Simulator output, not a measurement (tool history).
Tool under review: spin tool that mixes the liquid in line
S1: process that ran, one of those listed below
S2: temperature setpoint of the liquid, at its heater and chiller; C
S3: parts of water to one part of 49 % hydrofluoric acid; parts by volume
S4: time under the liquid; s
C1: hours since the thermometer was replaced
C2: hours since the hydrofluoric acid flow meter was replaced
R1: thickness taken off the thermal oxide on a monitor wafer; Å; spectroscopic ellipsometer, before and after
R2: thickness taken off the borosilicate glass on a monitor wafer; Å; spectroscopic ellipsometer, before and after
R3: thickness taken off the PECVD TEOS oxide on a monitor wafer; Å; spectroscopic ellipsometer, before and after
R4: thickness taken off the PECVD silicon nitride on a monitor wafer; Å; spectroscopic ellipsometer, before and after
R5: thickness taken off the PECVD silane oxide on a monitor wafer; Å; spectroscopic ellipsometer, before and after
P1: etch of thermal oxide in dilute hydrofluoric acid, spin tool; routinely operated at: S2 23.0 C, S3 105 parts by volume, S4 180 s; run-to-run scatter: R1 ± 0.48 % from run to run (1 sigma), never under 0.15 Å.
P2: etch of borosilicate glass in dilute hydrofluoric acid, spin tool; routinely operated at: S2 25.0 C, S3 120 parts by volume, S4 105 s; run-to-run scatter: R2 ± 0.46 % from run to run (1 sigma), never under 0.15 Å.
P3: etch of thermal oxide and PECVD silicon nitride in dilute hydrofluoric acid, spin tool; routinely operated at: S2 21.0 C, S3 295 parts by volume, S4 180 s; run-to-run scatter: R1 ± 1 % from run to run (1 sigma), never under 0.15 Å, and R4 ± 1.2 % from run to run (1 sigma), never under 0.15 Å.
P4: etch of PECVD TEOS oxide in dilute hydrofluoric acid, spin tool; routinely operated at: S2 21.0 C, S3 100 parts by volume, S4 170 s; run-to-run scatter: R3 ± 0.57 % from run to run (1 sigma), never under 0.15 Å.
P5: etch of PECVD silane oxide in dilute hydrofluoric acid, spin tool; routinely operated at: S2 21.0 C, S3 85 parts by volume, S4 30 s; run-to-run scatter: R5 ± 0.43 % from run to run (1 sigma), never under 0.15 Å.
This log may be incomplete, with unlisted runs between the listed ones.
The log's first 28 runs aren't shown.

run	hour	S1	S2	S3	S4	C1	C2	R1	R2	R3	R4	R5
29	312.3	P1	23.0	105	180	767.0	473.0	80.542				
30	321.0	P1	23.0	140	80	775.7	481.7	26.127				
31	336.2	P1	18.5	105	180	790.9	496.9	67.660				
32	347.1	P1	23.0	105	180	801.8	507.8	80.377				
33	356.3	P1	23.0	105	180	811.0	517.0	78.753				
34	365.3	P1	23.0	105	180	820.0	526.0	77.753				
35	380.5	P1	23.0	105	180	835.2	541.2	76.567				
36	388.3	P1	23.0	105	180	843.0	549.0	75.589				
37	402.5	P1	23.0	105	180	857.2	563.2	75.497				
38	411.3	P1	23.0	105	180	866.0	572.0	75.330				
39	422.4	P1	23.0	105	180	877.1	583.1	75.966				
40	432.5	P1	23.0	105	180	887.2	593.2	75.104				
41	442.2	P1	23.0	105	180	896.9	602.9	75.290				

What will run 42 give?
42	456.2	P1	23.0	105	180	910.9	616.9	?				

R1: 75.571 Å
